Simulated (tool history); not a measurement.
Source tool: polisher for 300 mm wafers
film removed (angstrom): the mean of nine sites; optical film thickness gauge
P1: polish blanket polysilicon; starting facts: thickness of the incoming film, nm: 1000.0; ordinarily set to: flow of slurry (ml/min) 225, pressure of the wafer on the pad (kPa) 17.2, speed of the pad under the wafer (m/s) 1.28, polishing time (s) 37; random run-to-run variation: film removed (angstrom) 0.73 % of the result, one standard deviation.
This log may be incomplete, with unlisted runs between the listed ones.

run	hour	flow of slurry (ml/min)	pressure of the wafer on the pad (kPa)	speed of the pad under the wafer (m/s)	polishing time (s)	film removed (angstrom)
1	16.9	225	17.2	1.28	37	3526.8
2	34.1	225	7.6	1.28	37	1572.6
3	42.2	305	24.1	1.28	37	5074.3
4	55.2	225	26.2	1.28	37	5435.9
5	72.8	225	17.2	1.28	37	3551.6
6	82.1	225	17.2	0.60	37	1654.0
7	91.6	225	17.2	1.28	37	3508.9
8	103.7	225	17.2	1.28	37	3522.1
9	112.2	350	17.2	1.28	37	3724.0
10	126.8	225	13.1	0.94	37	1972.6
11	140.2	135	17.2	1.28	37	3288.7
12	152.4	225	17.2	1.98	37	5516.9
# hour 156.9: head pressure recalibrated
13	170.0	225	17.2	1.28	17	1629.9
14	183.5	225	17.2	1.28	37	3584.4
15	201.5	225	17.2	1.28	59	5670.5
16	212.2	225	17.2	1.28	37	3590.4

Run 17 has not been measured yet. What should we expect?
17	224.3	225	17.2	1.28	37	?

film removed (angstrom): 3488.7
